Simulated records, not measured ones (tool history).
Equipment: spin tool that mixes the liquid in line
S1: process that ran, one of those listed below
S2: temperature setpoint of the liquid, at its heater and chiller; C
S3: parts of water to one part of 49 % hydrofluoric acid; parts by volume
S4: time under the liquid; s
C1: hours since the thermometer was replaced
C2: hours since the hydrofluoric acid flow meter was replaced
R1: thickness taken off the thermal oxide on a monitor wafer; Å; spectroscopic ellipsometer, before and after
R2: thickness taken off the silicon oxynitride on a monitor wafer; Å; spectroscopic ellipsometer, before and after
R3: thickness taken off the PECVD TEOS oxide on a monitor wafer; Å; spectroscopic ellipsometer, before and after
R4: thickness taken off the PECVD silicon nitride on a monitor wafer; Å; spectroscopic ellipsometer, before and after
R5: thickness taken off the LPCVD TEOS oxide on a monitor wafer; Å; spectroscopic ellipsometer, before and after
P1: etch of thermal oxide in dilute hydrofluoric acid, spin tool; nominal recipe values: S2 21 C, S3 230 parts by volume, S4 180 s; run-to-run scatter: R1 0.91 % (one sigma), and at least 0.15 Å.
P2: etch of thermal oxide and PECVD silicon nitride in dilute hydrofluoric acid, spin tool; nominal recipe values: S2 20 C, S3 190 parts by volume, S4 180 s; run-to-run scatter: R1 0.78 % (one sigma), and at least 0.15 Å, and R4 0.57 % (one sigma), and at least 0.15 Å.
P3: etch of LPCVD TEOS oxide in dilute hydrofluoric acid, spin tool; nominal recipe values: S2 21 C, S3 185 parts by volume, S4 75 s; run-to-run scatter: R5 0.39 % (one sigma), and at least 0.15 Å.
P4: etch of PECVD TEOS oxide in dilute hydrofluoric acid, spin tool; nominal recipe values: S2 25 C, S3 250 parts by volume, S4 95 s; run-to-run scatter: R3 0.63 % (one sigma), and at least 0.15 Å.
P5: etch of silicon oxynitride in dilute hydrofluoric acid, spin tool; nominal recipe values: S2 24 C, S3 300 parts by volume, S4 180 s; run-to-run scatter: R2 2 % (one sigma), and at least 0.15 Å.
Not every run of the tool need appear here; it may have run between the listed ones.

{"run": 1, "hour": 8.0, "S1": "P1", "S2": 21, "S3": 230, "S4": 180, "C1": 1198.7, "C2": 283.4, "R1": 27.631}
{"run": 2, "hour": 14.2, "S1": "P5", "S2": 24, "S3": 300, "S4": 180, "C1": 1204.9, "C2": 289.6, "R2": 13.173}
{"run": 3, "hour": 24.1, "S1": "P1", "S2": 21, "S3": 315, "S4": 180, "C1": 1214.8, "C2": 299.5, "R1": 18.623}
{"run": 4, "hour": 31.5, "S1": "P5", "S2": 20, "S3": 300, "S4": 180, "C1": 1222.2, "C2": 306.9, "R2": 10.89}
{"run": 5, "hour": 41.0, "S1": "P4", "S2": 31.5, "S3": 250, "S4": 95, "C1": 1231.7, "C2": 316.4, "R3": 50.635}
{"run": 6, "hour": 48.7, "S1": "P2", "S2": 20, "S3": 190, "S4": 180, "C1": 1239.4, "C2": 324.1, "R1": 34.013, "R4": 41.578}
{"run": 7, "hour": 58.2, "S1": "P1", "S2": 21, "S3": 230, "S4": 180, "C1": 1248.9, "C2": 333.6, "R1": 27.683}
{"run": 8, "hour": 68.0, "S1": "P4", "S2": 25, "S3": 250, "S4": 45, "C1": 1258.7, "C2": 343.4, "R3": 19.245}
{"run": 9, "hour": 73.9, "S1": "P3", "S2": 21, "S3": 60, "S4": 75, "C1": 1264.6, "C2": 349.3, "R5": 317.21}
{"run": 10, "hour": 83.6, "S1": "P1", "S2": 25, "S3": 230, "S4": 180, "C1": 1274.3, "C2": 359, "R1": 31.381}
{"run": 11, "hour": 91.4, "S1": "P2", "S2": 20, "S3": 190, "S4": 355, "C1": 1282.1, "C2": 366.8, "R1": 68.065, "R4": 82.761}
{"run": 12, "hour": 96.5, "S1": "P1", "S2": 21, "S3": 230, "S4": 90, "C1": 1287.2, "C2": 371.9, "R1": 13.728}
{"run": 13, "hour": 102.0, "S1": "P3", "S2": 21, "S3": 185, "S4": 130, "C1": 1292.7, "C2": 377.4, "R5": 154.16}
{"run": 14, "hour": 107.9, "S1": "P1", "S2": 21, "S3": 230, "S4": 180, "C1": 1298.6, "C2": 383.3, "R1": 26.863}
{"run": 15, "hour": 118.0, "S1": "P5", "S2": 24, "S3": 300, "S4": 275, "C1": 1308.7, "C2": 393.4, "R2": 20.423}
{"run": 16, "hour": 126.2, "S1": "P5", "S2": 24, "S3": 300, "S4": 180, "C1": 1316.9, "C2": 401.6, "R2": 13.022}
{"run": 17, "hour": 136.1, "S1": "P1", "S2": 26, "S3": 50, "S4": 180, "C1": 1326.8, "C2": 411.5, "R1": 188.26}
{"run": 18, "hour": 146.2, "S1": "P1", "S2": 25, "S3": 325, "S4": 180, "C1": 1336.9, "C2": 421.6, "R1": 20.269}
{"run": 19, "hour": 155.3, "S1": "P2", "S2": 26.5, "S3": 190, "S4": 180, "C1": 1346, "C2": 430.7, "R1": 43.293, "R4": 63.2}
{"run": 20, "hour": 162.0, "S1": "P1", "S2": 27.5, "S3": 230, "S4": 275, "C1": 1352.7, "C2": 437.4, "R1": 53.327}
{"run": 21, "hour": 172.3, "S1": "P1", "S2": 21, "S3": 135, "S4": 180, "C1": 1363, "C2": 447.7, "R1": 51.769}
{"run": 22, "hour": 179.5, "S1": "P3", "S2": 28.5, "S3": 185, "S4": 75, "C1": 1370.2, "C2": 454.9, "R5": 117.28}
{"run": 23, "hour": 187.5, "S1": "P1", "S2": 17, "S3": 230, "S4": 180, "C1": 1378.2, "C2": 462.9, "R1": 23.426}
{"run": 24, "hour": 192.3, "S1": "P2", "S2": 20, "S3": 60, "S4": 180, "C1": 1383, "C2": 467.7, "R1": 123.45, "R4": 128.44}
{"run": 25, "hour": 201.2, "S1": "P5", "S2": 24, "S3": 425, "S4": 180, "C1": 1391.9, "C2": 476.6, "R2": 8.4684}
{"run": 26, "hour": 205.9, "S1": "P1", "S2": 21, "S3": 230, "S4": 320, "C1": 1396.6, "C2": 481.3, "R1": 48.027}
{"run": 27, "hour": 215.2, "S1": "P1", "S2": 21, "S3": 230, "S4": 180, "C1": 1405.9, "C2": 490.6, "R1": 27.912}
{"run": 28, "hour": 220.2, "S1": "P3", "S2": 21, "S3": 185, "S4": 75, "C1": 1410.9, "C2": 495.6, "R5": 88.496}
{"run": 29, "hour": 225.4, "S1": "P2", "S2": 20, "S3": 190, "S4": 180, "C1": 1416.1, "C2": 500.8, "R1": 34.321, "R4": 41.662}
{"run": 30, "hour": 231.3, "S1": "P4", "S2": 25, "S3": 370, "S4": 95, "C1": 1422, "C2": 506.7, "R3": 24.238}
{"run": 31, "hour": 241.0, "S1": "P4", "S2": 25, "S3": 250, "S4": 95, "C1": 1431.7, "C2": 516.4, "R3": 41.089}
{"run": 32, "hour": 250.6, "S1": "P1", "S2": 21, "S3": 230, "S4": 180, "C1": 1441.3, "C2": 526, "R1": 26.96}
{"run": 33, "hour": 259.4, "S1": "P1", "S2": 21, "S3": 230, "S4": 180, "C1": 1450.1, "C2": 534.8, "R1": 28.093}
{"run": 34, "hour": 268.9, "S1": "P1", "S2": 21, "S3": 230, "S4": 180, "C1": 1459.6, "C2": 544.3, "R1": 29.255}
{"run": 35, "hour": 278.5, "S1": "P1", "S2": 21, "S3": 230, "S4": 180, "C1": 1469.2, "C2": 553.9, "R1": 29.496}
{"run": 36, "hour": 285.6, "S1": "P1", "S2": 21, "S3": 230, "S4": 180, "C1": 1476.3, "C2": 561, "R1": 30.174}
{"run": 37, "hour": 293.3, "S1": "P1", "S2": 21, "S3": 230, "S4": 180, "C1": 1484, "C2": 568.7, "R1": 29.815}
{"run": 38, "hour": 300.7, "S1": "P1", "S2": 21, "S3": 230, "S4": 180, "C1": 1491.4, "C2": 576.1, "R1": 29.056}

Compared with where it was, what P1 gives has crept away. Each cause listed below fits the log as well as the rest, at the size given for it:
A: liquid hotter than its thermometer reads (K) = 2.27
B: hydrofluoric acid flow above the setpoint (%) = 7.14
The gradual shift began around hour 250.6.

Of the 4 check runs listed below, each run on one wafer and each result written as a question mark, which would let you distinguish the listed causes because they would give clearly different results?
{"run": "check 1", "hour": 308.1, "S1": "P5", "S2": 24, "S3": 300, "S4": 180, "R2": "?"}
{"run": "check 2", "hour": 308.1, "S1": "P3", "S2": 21, "S3": 185, "S4": 75, "R5": "?"}
{"run": "check 3", "hour": 308.1, "S1": "P4", "S2": 25, "S3": 250, "S4": 95, "R3": "?"}
{"run": "check 4", "hour": 308.1, "S1": "P2", "S2": 20, "S3": 190, "S4": 180, "R1": "?", "R4": "?"}

Predicted outcomes, by check and by cause:
check=check_1 result=R2 if_A=14.485 if_B=14.309
check=check_2 result=R5 if_A=96.922 if_B=96.459
check=check_3 result=R3 if_A=44.244 if_B=44.566
check=check_4 result=R1 if_A=37.297 if_B=37.093
check=check_4 result=R4 if_A=48.385 if_B=44.625
Minimum pairwise separation of causes per check, each pair taken at its best-separating result: check 1 1.22 %; check 2 0.48 %; check 3 0.73 %; check 4 8.09 %
Check 4 distinguishes between the causes, while the remaining checks would return nearly the same result for all of them.

Running check 4 produced the following: R1 36.507 Å; R4 44.86 Å. Which one of the listed causes fits?

Of the candidate causes, it is B: hydrofluoric acid flow above the setpoint (%).
